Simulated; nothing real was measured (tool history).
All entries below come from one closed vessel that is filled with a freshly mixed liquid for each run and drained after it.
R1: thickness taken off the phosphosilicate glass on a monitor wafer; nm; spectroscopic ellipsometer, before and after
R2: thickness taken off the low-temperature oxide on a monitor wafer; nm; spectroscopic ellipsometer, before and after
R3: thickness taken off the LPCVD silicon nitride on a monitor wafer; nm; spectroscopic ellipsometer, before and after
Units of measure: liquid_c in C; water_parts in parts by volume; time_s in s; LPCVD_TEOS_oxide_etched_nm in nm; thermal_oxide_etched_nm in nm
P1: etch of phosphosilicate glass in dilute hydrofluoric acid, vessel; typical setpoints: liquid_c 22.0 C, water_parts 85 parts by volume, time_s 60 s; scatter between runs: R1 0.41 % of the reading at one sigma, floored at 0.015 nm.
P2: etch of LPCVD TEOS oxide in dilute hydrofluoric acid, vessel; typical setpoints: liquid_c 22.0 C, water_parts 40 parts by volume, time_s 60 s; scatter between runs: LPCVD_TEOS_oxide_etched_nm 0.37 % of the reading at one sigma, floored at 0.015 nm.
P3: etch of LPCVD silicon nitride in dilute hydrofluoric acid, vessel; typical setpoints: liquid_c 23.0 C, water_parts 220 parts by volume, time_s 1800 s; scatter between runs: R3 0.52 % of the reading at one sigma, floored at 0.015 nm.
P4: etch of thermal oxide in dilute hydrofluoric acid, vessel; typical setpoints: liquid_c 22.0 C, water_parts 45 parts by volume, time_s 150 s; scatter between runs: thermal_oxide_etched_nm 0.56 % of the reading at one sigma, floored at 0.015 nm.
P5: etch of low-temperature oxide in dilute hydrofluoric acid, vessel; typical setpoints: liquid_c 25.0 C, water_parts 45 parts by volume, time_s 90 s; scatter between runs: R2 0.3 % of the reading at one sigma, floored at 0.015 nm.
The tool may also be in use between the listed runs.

Run 1, hour 4.4: process P1, liquid_c 22.0 C, water_parts 85 parts by volume, time_s 60 s. Result: R1 89.301 nm.
Run 2, hour 9.0: process P1, liquid_c 22.0 C, water_parts 45 parts by volume, time_s 60 s. Result: R1 177.210 nm.
Run 3, hour 15.4: process P1, liquid_c 22.0 C, water_parts 145 parts by volume, time_s 60 s. Result: R1 48.983 nm.
Run 4, hour 20.4: process P5, liquid_c 25.0 C, water_parts 45 parts by volume, time_s 45 s. Result: R2 18.377 nm.
Run 5, hour 25.1: process P3, liquid_c 23.0 C, water_parts 220 parts by volume, time_s 1800 s. Result: R3 3.8105 nm.
Run 6, hour 31.6: process P3, liquid_c 23.0 C, water_parts 220 parts by volume, time_s 1800 s. Result: R3 3.8321 nm.
Run 7, hour 38.0: process P5, liquid_c 25.0 C, water_parts 45 parts by volume, time_s 90 s. Result: R2 36.954 nm.
Run 8, hour 45.3: process P1, liquid_c 26.5 C, water_parts 85 parts by volume, time_s 60 s. Result: R1 106.970 nm.
Run 9, hour 51.9: process P2, liquid_c 22.0 C, water_parts 20 parts by volume, time_s 60 s. Result: LPCVD_TEOS_oxide_etched_nm 165.780 nm.
Run 10, hour 58.9: process P3, liquid_c 23.0 C, water_parts 325 parts by volume, time_s 1800 s. Result: R3 2.6077 nm.
Run 11, hour 63.4: process P4, liquid_c 22.0 C, water_parts 45 parts by volume, time_s 150 s. Result: thermal_oxide_etched_nm 14.6930 nm.
Run 12, hour 67.9: process P5, liquid_c 25.0 C, water_parts 25 parts by volume, time_s 90 s. Result: R2 68.086 nm.
Run 13, hour 74.1: process P1, liquid_c 22.0 C, water_parts 55 parts by volume, time_s 35 s. Result: R1 82.925 nm.
Run 14, hour 81.7: process P1, liquid_c 22.0 C, water_parts 85 parts by volume, time_s 60 s. Result: R1 88.785 nm.
Run 15, hour 86.5: process P2, liquid_c 17.0 C, water_parts 40 parts by volume, time_s 60 s. Result: LPCVD_TEOS_oxide_etched_nm 65.655 nm.
Run 16, hour 90.9: process P1, liquid_c 18.0 C, water_parts 85 parts by volume, time_s 110 s. Result: R1 138.920 nm.
Run 17, hour 96.1: process P4, liquid_c 28.5 C, water_parts 45 parts by volume, time_s 150 s. Result: thermal_oxide_etched_nm 19.1170 nm.
Run 18, hour 103.6: process P1, liquid_c 17.5 C, water_parts 85 parts by volume, time_s 60 s. Result: R1 74.033 nm.
Run 19, hour 108.1: process P1, liquid_c 22.0 C, water_parts 85 parts by volume, time_s 95 s. Result: R1 141.860 nm.
Run 20, hour 113.3: process P5, liquid_c 28.5 C, water_parts 45 parts by volume, time_s 90 s. Result: R2 42.547 nm.
Run 21, hour 120.1: process P4, liquid_c 22.0 C, water_parts 45 parts by volume, time_s 150 s. Result: thermal_oxide_etched_nm 14.7520 nm.
Run 22, hour 124.7: process P1, liquid_c 22.0 C, water_parts 85 parts by volume, time_s 30 s. Result: R1 44.800 nm.
Run 23, hour 131.0: process P1, liquid_c 22.0 C, water_parts 85 parts by volume, time_s 60 s. Result: R1 89.653 nm.
Run 24, hour 134.6: process P2, liquid_c 22.0 C, water_parts 40 parts by volume, time_s 60 s. Result: LPCVD_TEOS_oxide_etched_nm 81.225 nm.
Run 25, hour 139.1: process P2, liquid_c 22.0 C, water_parts 40 parts by volume, time_s 30 s. Result: LPCVD_TEOS_oxide_etched_nm 40.562 nm.
Run 26, hour 144.1: process P2, liquid_c 22.0 C, water_parts 40 parts by volume, time_s 60 s. Result: LPCVD_TEOS_oxide_etched_nm 81.388 nm.
Run 27, hour 150.0: process P4, liquid_c 22.0 C, water_parts 65 parts by volume, time_s 150 s. Result: thermal_oxide_etched_nm 9.9801 nm.
Run 28, hour 155.9: process P1, liquid_c 22.0 C, water_parts 85 parts by volume, time_s 60 s. Result: R1 88.643 nm.
Run 29, hour 163.3: process P3, liquid_c 17.0 C, water_parts 220 parts by volume, time_s 1800 s. Result: R3 2.5907 nm.
Run 30, hour 169.7: process P3, liquid_c 23.0 C, water_parts 220 parts by volume, time_s 3030 s. Result: R3 6.5144 nm.
Run 31, hour 176.0: process P1, liquid_c 17.0 C, water_parts 85 parts by volume, time_s 30 s. Result: R1 36.619 nm.
Run 32, hour 181.1: process P4, liquid_c 22.0 C, water_parts 45 parts by volume, time_s 80 s. Result: thermal_oxide_etched_nm 7.8412 nm.
Run 33, hour 187.6: process P1, liquid_c 22.0 C, water_parts 85 parts by volume, time_s 60 s. Result: R1 88.827 nm.
Run 34, hour 195.0: process P1, liquid_c 22.0 C, water_parts 85 parts by volume, time_s 60 s. Result: R1 86.703 nm.
Run 35, hour 199.6: process P1, liquid_c 22.0 C, water_parts 85 parts by volume, time_s 60 s. Result: R1 84.893 nm.
Run 36, hour 206.9: process P1, liquid_c 22.0 C, water_parts 85 parts by volume, time_s 60 s. Result: R1 84.346 nm.
Run 37, hour 212.4: process P1, liquid_c 22.0 C, water_parts 85 parts by volume, time_s 60 s. Result: R1 84.545 nm.
Run 38, hour 216.7: process P1, liquid_c 22.0 C, water_parts 85 parts by volume, time_s 60 s. Result: R1 84.333 nm.
Run 39, hour 220.3: process P1, liquid_c 22.0 C, water_parts 85 parts by volume, time_s 60 s. Result: R1 83.505 nm.
Run 40, hour 224.2: process P1, liquid_c 22.0 C, water_parts 85 parts by volume, time_s 60 s. Result: R1 83.913 nm.
Run 41, hour 230.1: process P1, liquid_c 22.0 C, water_parts 85 parts by volume, time_s 60 s. Result: R1 83.943 nm.

The log shows P1 creeping away from where it was. Any of the 2 causes listed here, at the size stated for it, fits the log just as well as the others:
A: liquid colder than its thermometer reads (K) = 1.57
B: hydrofluoric acid flow below the setpoint (%) = 5.67
The drift started at roughly hour 187.6.

4 check runs are offered, each on 2 wafers whose results are averaged, their results left as question marks. Which one tells the causes apart?
Run check 1, hour 236.0: process P4, liquid_c 22.0 C, water_parts 45 parts by volume, time_s 150 s. Result: thermal_oxide_etched_nm ?.
Run check 2, hour 236.0: process P2, liquid_c 22.0 C, water_parts 40 parts by volume, time_s 60 s. Result: LPCVD_TEOS_oxide_etched_nm ?.
Run check 3, hour 236.0: process P5, liquid_c 25.0 C, water_parts 45 parts by volume, time_s 90 s. Result: R2 ?.
Run check 4, hour 236.0: process P3, liquid_c 23.0 C, water_parts 220 parts by volume, time_s 1800 s. Result: R3 ?.

What each check would give under each cause:
  check                      result     if A     if B
check 1     thermal_oxide_etched_nm  13.7980  13.8620
check 2  LPCVD_TEOS_oxide_etched_nm   76.046   76.444
check 3                          R2   34.557   34.654
check 4                          R3   3.4638   3.6150
Smallest distance between any two causes, each pair judged by its most separating result, in per cent: check 1 0.46 %; check 2 0.52 %; check 3 0.28 %; check 4 4.27 %
The other checks would show nearly matching results whichever cause is true, so check 4 is the only one that separates the causes.

The results of check 4 are: R3 3.4968 nm. Based on these, which of the listed causes is it?

The cause is A: liquid colder than its thermometer reads (K).
